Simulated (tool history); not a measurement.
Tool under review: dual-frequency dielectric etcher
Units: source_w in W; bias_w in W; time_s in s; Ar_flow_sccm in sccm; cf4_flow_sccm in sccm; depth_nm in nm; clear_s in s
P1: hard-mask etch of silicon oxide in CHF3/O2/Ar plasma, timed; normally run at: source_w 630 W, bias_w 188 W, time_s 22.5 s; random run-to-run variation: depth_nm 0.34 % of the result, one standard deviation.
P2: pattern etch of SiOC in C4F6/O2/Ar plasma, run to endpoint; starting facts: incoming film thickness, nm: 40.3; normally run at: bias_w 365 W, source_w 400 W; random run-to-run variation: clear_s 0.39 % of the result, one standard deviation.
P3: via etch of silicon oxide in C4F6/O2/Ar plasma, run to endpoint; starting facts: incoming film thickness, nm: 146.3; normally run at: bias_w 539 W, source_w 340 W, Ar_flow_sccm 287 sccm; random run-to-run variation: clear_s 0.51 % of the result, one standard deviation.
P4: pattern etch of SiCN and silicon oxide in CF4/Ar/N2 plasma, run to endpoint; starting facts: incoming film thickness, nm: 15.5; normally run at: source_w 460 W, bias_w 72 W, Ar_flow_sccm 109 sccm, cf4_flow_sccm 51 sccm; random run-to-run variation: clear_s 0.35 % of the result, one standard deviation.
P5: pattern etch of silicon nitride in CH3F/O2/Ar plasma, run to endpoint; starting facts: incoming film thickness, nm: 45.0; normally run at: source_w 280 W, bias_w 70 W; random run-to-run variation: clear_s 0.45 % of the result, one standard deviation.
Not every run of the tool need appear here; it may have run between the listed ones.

run,day,process,source_w,bias_w,time_s,Ar_flow_sccm,cf4_flow_sccm,depth_nm,clear_s
1,0.317,P1,630,188,22.5,,,46.924,
2,0.658,P1,630,188,22.5,,,46.627,
3,1.167,P5,280,47,,,,,87.029
4,1.417,P4,460,72,,84,51,,18.232
5,1.662,P4,460,72,,109,69,,18.070
6,2.058,P1,780,188,22.5,,,50.697,
7,2.508,P1,630,188,22.5,,,46.570,
8,2.996,P4,640,72,,109,51,,14.158
9,3.546,P3,340,712,,287,,,30.007
10,3.792,P1,630,188,22.5,,,46.732,
11,4.221,P5,280,70,,,,,76.255
12,4.762,P1,630,188,12.5,,,26.009,
13,5.050,P3,340,539,,185,,,31.586
14,5.425,P2,400,511,,,,,13.251
15,5.746,P1,630,243,22.5,,,51.058,
16,6.217,P1,630,123,22.5,,,40.899,
17,6.592,P1,380,188,22.5,,,38.415,
18,7.108,P3,340,539,,287,,,33.058
19,7.479,P5,400,70,,,,,66.511
20,7.846,P3,420,539,,287,,,30.815
21,8.308,P4,460,43,,109,51,,22.704
22,8.592,P1,630,188,22.5,,,46.601,
23,9.150,P5,280,70,,,,,76.669
24,9.692,P3,340,539,,287,,,33.371
25,10.133,P4,460,72,,109,51,,18.945
26,10.446,P1,630,188,22.5,,,46.445,
27,10.862,P1,750,188,30.5,,,67.647,
28,11.421,P2,400,365,,,,,14.971
29,11.704,P2,400,365,,,,,14.943
30,12.038,P2,290,365,,,,,16.886
31,12.429,P1,630,188,29.5,,,61.119,
32,12.746,P4,460,72,,109,51,,18.906
33,13.133,P1,630,188,22.5,,,46.493,
34,13.554,P1,630,188,22.5,,,46.606,
35,13.804,P1,630,188,22.5,,,46.221,
36,14.096,P1,630,188,22.5,,,46.164,
37,14.512,P1,630,188,22.5,,,45.928,

Run 38 comes next. What will it give?
38,15.004,P1,630,188,22.5,,,?,

depth_nm: 45.912 nm
